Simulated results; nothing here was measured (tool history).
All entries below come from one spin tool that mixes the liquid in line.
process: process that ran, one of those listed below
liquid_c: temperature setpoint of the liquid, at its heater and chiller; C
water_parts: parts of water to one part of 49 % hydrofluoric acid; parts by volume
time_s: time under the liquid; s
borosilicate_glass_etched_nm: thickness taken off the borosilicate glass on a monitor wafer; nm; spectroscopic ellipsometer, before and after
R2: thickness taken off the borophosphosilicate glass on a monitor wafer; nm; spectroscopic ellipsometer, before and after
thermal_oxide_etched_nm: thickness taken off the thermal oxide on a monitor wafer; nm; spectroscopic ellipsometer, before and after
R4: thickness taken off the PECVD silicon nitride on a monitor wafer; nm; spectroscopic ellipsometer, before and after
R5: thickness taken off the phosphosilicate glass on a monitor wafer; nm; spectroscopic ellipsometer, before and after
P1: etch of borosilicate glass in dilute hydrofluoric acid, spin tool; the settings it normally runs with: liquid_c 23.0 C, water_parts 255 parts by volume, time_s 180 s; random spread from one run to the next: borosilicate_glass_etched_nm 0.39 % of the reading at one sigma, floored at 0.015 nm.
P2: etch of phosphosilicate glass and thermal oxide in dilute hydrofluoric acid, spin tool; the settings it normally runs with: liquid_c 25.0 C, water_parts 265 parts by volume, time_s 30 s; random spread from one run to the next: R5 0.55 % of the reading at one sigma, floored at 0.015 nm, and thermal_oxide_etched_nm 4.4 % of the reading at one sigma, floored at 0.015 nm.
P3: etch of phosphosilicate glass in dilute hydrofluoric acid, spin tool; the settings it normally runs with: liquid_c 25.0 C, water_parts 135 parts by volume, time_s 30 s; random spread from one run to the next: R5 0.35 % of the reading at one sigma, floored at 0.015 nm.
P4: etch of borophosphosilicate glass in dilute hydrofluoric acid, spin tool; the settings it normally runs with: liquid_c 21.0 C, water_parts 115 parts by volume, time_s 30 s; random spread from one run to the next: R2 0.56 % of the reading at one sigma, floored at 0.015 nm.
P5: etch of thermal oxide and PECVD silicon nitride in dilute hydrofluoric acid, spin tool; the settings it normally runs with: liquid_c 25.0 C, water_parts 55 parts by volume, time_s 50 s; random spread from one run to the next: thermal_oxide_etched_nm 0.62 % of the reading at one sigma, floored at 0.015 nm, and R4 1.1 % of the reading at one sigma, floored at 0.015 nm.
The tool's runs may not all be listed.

Run 1, hour 11.6: process P1, liquid_c 23.0 C, water_parts 255 parts by volume, time_s 180 s. Result: borosilicate_glass_etched_nm 13.0640 nm.
Run 2, hour 25.9: process P4, liquid_c 21.0 C, water_parts 215 parts by volume, time_s 30 s. Result: R2 4.4635 nm.
Run 3, hour 35.0: process P5, liquid_c 18.0 C, water_parts 55 parts by volume, time_s 50 s. Result: thermal_oxide_etched_nm 3.44550 nm, R4 1.1922 nm.
Run 4, hour 46.5: process P2, liquid_c 30.5 C, water_parts 265 parts by volume, time_s 30 s. Result: thermal_oxide_etched_nm 0.56013 nm, R5 20.823 nm.
Run 5, hour 58.8: process P1, liquid_c 17.0 C, water_parts 255 parts by volume, time_s 180 s. Result: borosilicate_glass_etched_nm 10.4480 nm.
Run 6, hour 68.7: process P2, liquid_c 25.0 C, water_parts 265 parts by volume, time_s 60 s. Result: thermal_oxide_etched_nm 0.88973 nm, R5 34.728 nm.
Run 7, hour 77.7: process P1, liquid_c 23.0 C, water_parts 255 parts by volume, time_s 335 s. Result: borosilicate_glass_etched_nm 24.2540 nm.
Run 8, hour 89.3: process P3, liquid_c 25.0 C, water_parts 135 parts by volume, time_s 60 s. Result: R5 46.788 nm.
Run 9, hour 99.5: process P4, liquid_c 21.0 C, water_parts 115 parts by volume, time_s 30 s. Result: R2 9.1304 nm.
Run 10, hour 113.6: process P4, liquid_c 27.5 C, water_parts 115 parts by volume, time_s 30 s. Result: R2 11.7410 nm.
Run 11, hour 122.5: process P1, liquid_c 23.0 C, water_parts 375 parts by volume, time_s 180 s. Result: borosilicate_glass_etched_nm 8.0168 nm.
Run 12, hour 132.9: process P3, liquid_c 33.5 C, water_parts 135 parts by volume, time_s 30 s. Result: R5 32.100 nm.
Run 13, hour 145.0: process P2, liquid_c 25.0 C, water_parts 60 parts by volume, time_s 30 s. Result: thermal_oxide_etched_nm 2.53750 nm, R5 97.166 nm.
Run 14, hour 156.0: process P2, liquid_c 25.0 C, water_parts 265 parts by volume, time_s 30 s. Result: thermal_oxide_etched_nm 0.46320 nm, R5 17.369 nm.
Run 15, hour 163.2: process P3, liquid_c 25.0 C, water_parts 35 parts by volume, time_s 30 s. Result: R5 102.580 nm.
Run 16, hour 175.5: process P1, liquid_c 19.5 C, water_parts 255 parts by volume, time_s 325 s. Result: borosilicate_glass_etched_nm 20.7160 nm.
Run 17, hour 188.9: process P5, liquid_c 25.0 C, water_parts 90 parts by volume, time_s 50 s. Result: thermal_oxide_etched_nm 2.68610 nm, R4 1.1833 nm.
Run 18, hour 195.8: process P3, liquid_c 25.0 C, water_parts 135 parts by volume, time_s 30 s. Result: R5 23.404 nm.
Run 19, hour 205.5: process P1, liquid_c 23.0 C, water_parts 255 parts by volume, time_s 180 s. Result: borosilicate_glass_etched_nm 13.0900 nm.
Run 20, hour 217.8: process P5, liquid_c 25.0 C, water_parts 55 parts by volume, time_s 50 s. Result: thermal_oxide_etched_nm 4.66320 nm, R4 1.9201 nm.
Run 21, hour 226.9: process P1, liquid_c 29.5 C, water_parts 255 parts by volume, time_s 180 s. Result: borosilicate_glass_etched_nm 16.3840 nm.
Run 22, hour 239.9: process P1, liquid_c 23.0 C, water_parts 255 parts by volume, time_s 80 s. Result: borosilicate_glass_etched_nm 5.7676 nm.
Run 23, hour 249.4: process P1, liquid_c 23.0 C, water_parts 255 parts by volume, time_s 180 s. Result: borosilicate_glass_etched_nm 13.1120 nm.
Run 24, hour 258.4: process P1, liquid_c 23.0 C, water_parts 255 parts by volume, time_s 180 s. Result: borosilicate_glass_etched_nm 13.1320 nm.
Run 25, hour 266.3: process P4, liquid_c 21.0 C, water_parts 115 parts by volume, time_s 15 s. Result: R2 4.5606 nm.
Run 26, hour 272.9: process P5, liquid_c 25.0 C, water_parts 55 parts by volume, time_s 75 s. Result: thermal_oxide_etched_nm 6.89160 nm, R4 2.8901 nm.
Run 27, hour 286.1: process P1, liquid_c 23.0 C, water_parts 105 parts by volume, time_s 180 s. Result: borosilicate_glass_etched_nm 37.2990 nm.
Run 28, hour 297.3: process P1, liquid_c 23.0 C, water_parts 370 parts by volume, time_s 325 s. Result: borosilicate_glass_etched_nm 14.5290 nm.
Run 29, hour 311.7: process P1, liquid_c 23.0 C, water_parts 255 parts by volume, time_s 180 s. Result: borosilicate_glass_etched_nm 13.0160 nm.
Run 30, hour 325.1: process P1, liquid_c 23.0 C, water_parts 255 parts by volume, time_s 180 s. Result: borosilicate_glass_etched_nm 13.0360 nm.
Run 31, hour 334.4: process P1, liquid_c 23.0 C, water_parts 255 parts by volume, time_s 180 s. Result: borosilicate_glass_etched_nm 12.7750 nm.
Run 32, hour 344.8: process P1, liquid_c 23.0 C, water_parts 255 parts by volume, time_s 180 s. Result: borosilicate_glass_etched_nm 12.4590 nm.
Run 33, hour 354.6: process P1, liquid_c 23.0 C, water_parts 255 parts by volume, time_s 180 s. Result: borosilicate_glass_etched_nm 12.2940 nm.
Run 34, hour 369.3: process P1, liquid_c 23.0 C, water_parts 255 parts by volume, time_s 180 s. Result: borosilicate_glass_etched_nm 12.2490 nm.
Run 35, hour 381.4: process P1, liquid_c 23.0 C, water_parts 255 parts by volume, time_s 180 s. Result: borosilicate_glass_etched_nm 12.0920 nm.
Run 36, hour 393.0: process P1, liquid_c 23.0 C, water_parts 255 parts by volume, time_s 180 s. Result: borosilicate_glass_etched_nm 11.9830 nm.
Run 37, hour 405.8: process P1, liquid_c 23.0 C, water_parts 255 parts by volume, time_s 180 s. Result: borosilicate_glass_etched_nm 12.0110 nm.
Run 38, hour 412.8: process P1, liquid_c 23.0 C, water_parts 255 parts by volume, time_s 180 s. Result: borosilicate_glass_etched_nm 12.0710 nm.
Run 39, hour 427.6: process P1, liquid_c 23.0 C, water_parts 255 parts by volume, time_s 180 s. Result: borosilicate_glass_etched_nm 12.0630 nm.

Compared with where it was, what P1 gives has crept away. Each cause listed below fits the log as well as the rest, at the size given for it:
A: liquid colder than its thermometer reads (K) = 2.29
B: hydrofluoric acid flow below the setpoint (%) = 6.42
Creep in the process output first set in at about hour 325.1.

Which of the check runs below tells the causes apart, meaning the causes would give it clearly different results? Each run uses 2 wafers whose results are averaged, and each result is shown as a question mark.
Run check 1, hour 442.4: process P3, liquid_c 30.5 C, water_parts 135 parts by volume, time_s 55 s. Result: R5 ?.
Run check 2, hour 442.4: process P4, liquid_c 21.0 C, water_parts 210 parts by volume, time_s 30 s. Result: R2 ?.
Run check 3, hour 442.4: process P2, liquid_c 25.0 C, water_parts 160 parts by volume, time_s 30 s. Result: thermal_oxide_etched_nm ?, R5 ?.
Run check 4, hour 442.4: process P5, liquid_c 19.5 C, water_parts 55 parts by volume, time_s 50 s. Result: thermal_oxide_etched_nm ?, R4 ?.

Predicted outcomes, by check and by cause:
  check                   result     if A     if B
check 1                       R5   48.436   48.683
check 2                       R2   4.1619   4.1931
check 3  thermal_oxide_etched_nm  0.79726  0.80375
check 3                       R5   29.529   29.770
check 4  thermal_oxide_etched_nm  3.32280  3.41540
check 4                       R4   1.1121   1.2244
Smallest distance between any two causes, each pair judged by its most separating result, in per cent: check 1 0.51 %; check 2 0.75 %; check 3 0.81 %; check 4 9.62 %
Check 4 tells the causes apart: in the others they would give nearly the same result.

The results of check 4 are: thermal_oxide_etched_nm 3.41780 nm; R4 1.2204 nm. Based on these, which of the listed causes is it?

It is B: hydrofluoric acid flow below the setpoint (%).

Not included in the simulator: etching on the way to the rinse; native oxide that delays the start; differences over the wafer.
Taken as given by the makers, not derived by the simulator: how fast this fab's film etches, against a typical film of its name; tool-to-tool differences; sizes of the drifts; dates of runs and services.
